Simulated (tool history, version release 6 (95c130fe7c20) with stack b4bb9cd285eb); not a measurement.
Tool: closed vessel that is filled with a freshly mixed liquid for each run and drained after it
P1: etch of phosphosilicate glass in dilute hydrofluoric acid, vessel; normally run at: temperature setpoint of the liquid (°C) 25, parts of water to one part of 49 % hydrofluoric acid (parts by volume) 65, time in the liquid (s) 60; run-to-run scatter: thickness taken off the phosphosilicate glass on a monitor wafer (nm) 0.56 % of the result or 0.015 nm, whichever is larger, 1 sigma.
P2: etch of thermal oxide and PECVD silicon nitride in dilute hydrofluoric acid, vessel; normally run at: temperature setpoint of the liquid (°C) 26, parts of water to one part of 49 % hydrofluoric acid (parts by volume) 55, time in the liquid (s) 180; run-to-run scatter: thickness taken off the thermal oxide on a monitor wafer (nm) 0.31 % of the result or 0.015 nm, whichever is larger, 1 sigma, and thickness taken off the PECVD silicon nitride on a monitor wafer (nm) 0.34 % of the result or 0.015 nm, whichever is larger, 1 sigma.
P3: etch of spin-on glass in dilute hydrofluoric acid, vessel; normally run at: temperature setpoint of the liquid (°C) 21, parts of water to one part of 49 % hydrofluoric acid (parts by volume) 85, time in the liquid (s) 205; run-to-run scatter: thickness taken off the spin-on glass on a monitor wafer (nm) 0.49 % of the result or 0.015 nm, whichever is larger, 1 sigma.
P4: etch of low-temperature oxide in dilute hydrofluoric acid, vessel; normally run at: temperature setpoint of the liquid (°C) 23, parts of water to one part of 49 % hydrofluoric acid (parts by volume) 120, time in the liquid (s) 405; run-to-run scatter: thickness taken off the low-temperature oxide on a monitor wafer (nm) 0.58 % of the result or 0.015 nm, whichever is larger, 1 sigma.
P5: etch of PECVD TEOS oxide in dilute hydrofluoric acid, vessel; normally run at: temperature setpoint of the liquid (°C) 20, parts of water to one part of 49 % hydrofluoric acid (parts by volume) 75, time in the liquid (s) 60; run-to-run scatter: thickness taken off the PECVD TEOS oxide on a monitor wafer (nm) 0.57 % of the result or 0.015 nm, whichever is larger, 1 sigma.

| run | day | process that ran | temperature setpoint of the liquid (°C) | parts of water to one part of 49 % hydrofluoric acid (parts by volume) | time in the liquid (s) | hours since the thermometer was replaced | hours since the hydrofluoric acid flow meter was replaced | thickness taken off the phosphosilicate glass on a monitor wafer (nm) | thickness taken off the spin-on glass on a monitor wafer (nm) | thickness taken off the thermal oxide on a monitor wafer (nm) | thickness taken off the PECVD silicon nitride on a monitor wafer (nm) | thickness taken off the low-temperature oxide on a monitor wafer (nm) | thickness taken off the PECVD TEOS oxide on a monitor wafer (nm) |
|---|---|---|---|---|---|---|---|---|---|---|---|---|---|
| 1 | 0.712 | P1 | 25 | 65 | 60 | 420.6 | 161.9 | 121.78 |  |  |  |  |  |
| 2 | 1.321 | P3 | 21 | 85 | 205 | 435.2 | 176.5 |  | 43.694 |  |  |  |  |
| 3 | 1.942 | P1 | 25 | 65 | 30 | 450.1 | 191.4 | 60.557 |  |  |  |  |  |
| 4 | 2.717 | P1 | 25 | 35 | 60 | 468.7 | 210 | 234.08 |  |  |  |  |  |
| 5 | 3.458 | P2 | 26 | 55 | 180 | 486.5 | 227.8 |  |  | 18.398 | 8.1759 |  |  |
| 6 | 4.138 | P4 | 23 | 220 | 405 | 502.8 | 244.1 |  |  |  |  | 23.698 |  |
| 7 | 4.888 | P1 | 25 | 65 | 85 | 520.8 | 262.1 | 172.36 |  |  |  |  |  |
| 8 | 5.262 | P4 | 23 | 120 | 405 | 529.8 | 271.1 |  |  |  |  | 48.624 |  |
| 9 | 5.9 | P2 | 26 | 55 | 325 | 545.1 | 286.4 |  |  | 33 | 14.777 |  |  |
| 10 | 6.571 | P2 | 21 | 55 | 180 | 561.2 | 302.5 |  |  | 15.024 | 5.8197 |  |  |
| 11 | 7 | P3 | 17 | 85 | 205 | 571.5 | 312.8 |  | 36.942 |  |  |  |  |
| 12 | 7.558 | P3 | 21 | 125 | 205 | 584.9 | 326.2 |  | 28.516 |  |  |  |  |
| 13 | 8.146 | P1 | 25 | 100 | 60 | 599 | 340.3 | 74.663 |  |  |  |  |  |
| 14 | 8.721 | P4 | 19 | 120 | 405 | 612.8 | 354.1 |  |  |  |  | 41.112 |  |
| 15 | 9.275 | P2 | 26 | 55 | 180 | 626.1 | 367.4 |  |  | 18.412 | 8.2281 |  |  |
| 16 | 10.058 | P1 | 31 | 65 | 60 | 644.9 | 386.2 | 153.61 |  |  |  |  |  |
| 17 | 10.692 | P5 | 20 | 75 | 30 | 660.1 | 401.4 |  |  |  |  |  | 4.8565 |
| 18 | 11.358 | P5 | 20 | 75 | 60 | 676.1 | 417.4 |  |  |  |  |  | 9.7778 |
| 19 | 11.896 | P5 | 20 | 75 | 60 | 689 | 430.3 |  |  |  |  |  | 9.6666 |
| 20 | 12.529 | P1 | 21 | 65 | 60 | 704.2 | 445.5 | 102.04 |  |  |  |  |  |
| 21 | 13.133 | P1 | 25 | 65 | 60 | 718.7 | 460 | 120.33 |  |  |  |  |  |
| 22 | 13.592 | P2 | 26 | 20 | 180 | 729.7 | 471 |  |  | 53.45 | 21.93 |  |  |
| 23 | 14.146 | P3 | 21 | 85 | 80 | 743 | 484.3 |  | 17 |  |  |  |  |
| 24 | 14.558 | P3 | 21 | 85 | 205 | 752.9 | 494.2 |  | 43.625 |  |  |  |  |
| 25 | 15.004 | P5 | 23.5 | 75 | 60 | 763.6 | 504.9 |  |  |  |  |  | 11.305 |
| 26 | 15.45 | P1 | 25 | 65 | 60 | 774.3 | 515.6 | 121.47 |  |  |  |  |  |
| 27 | 15.867 | P1 | 25 | 65 | 60 | 784.3 | 525.6 | 120.6 |  |  |  |  |  |
| 28 | 16.388 | P5 | 20 | 20 | 60 | 796.8 | 538.1 |  |  |  |  |  | 39.458 |
| 29 | 16.883 | P1 | 17.5 | 105 | 60 | 808.7 | 550 | 52.85 |  |  |  |  |  |
| 30 | 17.354 | P4 | 23 | 120 | 700 | 820 | 561.3 |  |  |  |  | 84.002 |  |
| 31 | 17.779 | P1 | 25 | 65 | 60 | 830.2 | 571.5 | 121.19 |  |  |  |  |  |
| 32 | 18.15 | P1 | 25 | 65 | 60 | 839.1 | 580.4 | 120.43 |  |  |  |  |  |
| 33 | 18.762 | P1 | 25 | 65 | 60 | 853.8 | 595.1 | 117.34 |  |  |  |  |  |
| 34 | 19.5 | P1 | 25 | 65 | 60 | 871.5 | 612.8 | 116.11 |  |  |  |  |  |
| 35 | 20.25 | P1 | 25 | 65 | 60 | 889.5 | 630.8 | 113.62 |  |  |  |  |  |
| 36 | 20.721 | P1 | 25 | 65 | 60 | 900.8 | 642.1 | 114.16 |  |  |  |  |  |
| 37 | 21.408 | P1 | 25 | 65 | 60 | 917.3 | 658.6 | 113.41 |  |  |  |  |  |
| 38 | 21.85 | P1 | 25 | 65 | 60 | 927.9 | 669.2 | 112.51 |  |  |  |  |  |
| 39 | 22.35 | P1 | 25 | 65 | 60 | 939.9 | 681.2 | 112.5 |  |  |  |  |  |
| 40 | 22.992 | P1 | 25 | 65 | 60 | 955.3 | 696.6 | 112.37 |  |  |  |  |  |
| 41 | 23.704 | P1 | 25 | 65 | 60 | 972.4 | 713.7 | 111.34 |  |  |  |  |  |
| 42 | 24.279 | P1 | 25 | 65 | 60 | 986.2 | 727.5 | 111.83 |  |  |  |  |  |
| 43 | 24.9 | P1 | 25 | 65 | 60 | 1001.1 | 742.4 | 111.93 |  |  |  |  |  |

What P1 gives has crept away from where it was. These 2 causes fit the log equally well, each at the size given:
A: hydrofluoric acid flow below the setpoint (%) = 7.41
B: liquid colder than its thermometer reads (K) = 2.07
The creep began at about day 18.15.

4 check runs are offered, one wafer each, their results left as question marks. Which one tells the causes apart?
| check 1 | 25.521 | P5 | 20 | 75 | 60 |  |  |  |  |  |  |  | ? |
| check 2 | 25.521 | P2 | 26 | 55 | 180 |  |  |  |  | ? | ? |  |  |
| check 3 | 25.521 | P3 | 21 | 85 | 205 |  |  |  | ? |  |  |  |  |
| check 4 | 25.521 | P4 | 23 | 120 | 405 |  |  |  |  |  |  | ? |  |

What each check would give under each cause:
| check | result | if A | if B |
|---|---|---|---|
| check 1 | thickness taken off the PECVD TEOS oxide on a monitor wafer (nm) | 8.9702 | 8.9407 |
| check 2 | thickness taken off the thermal oxide on a monitor wafer (nm) | 16.931 | 16.911 |
| check 2 | thickness taken off the PECVD silicon nitride on a monitor wafer (nm) | 7.5684 | 7.1101 |
| check 3 | thickness taken off the spin-on glass on a monitor wafer (nm) | 40.16 | 40.119 |
| check 4 | thickness taken off the low-temperature oxide on a monitor wafer (nm) | 44.27 | 44.521 |
How far apart the two closest causes lie, in the result that separates them most: check 1 0.33 %; check 2 6.25 %; check 3 0.1 %; check 4 0.57 %
Check 2 tells the causes apart: in the others they would give nearly the same result.

Check 2 was then run and gave: thickness taken off the thermal oxide on a monitor wafer (nm) 16.956; thickness taken off the PECVD silicon nitride on a monitor wafer (nm) 7.5255. Which cause is it?

It is A: hydrofluoric acid flow below the setpoint (%).
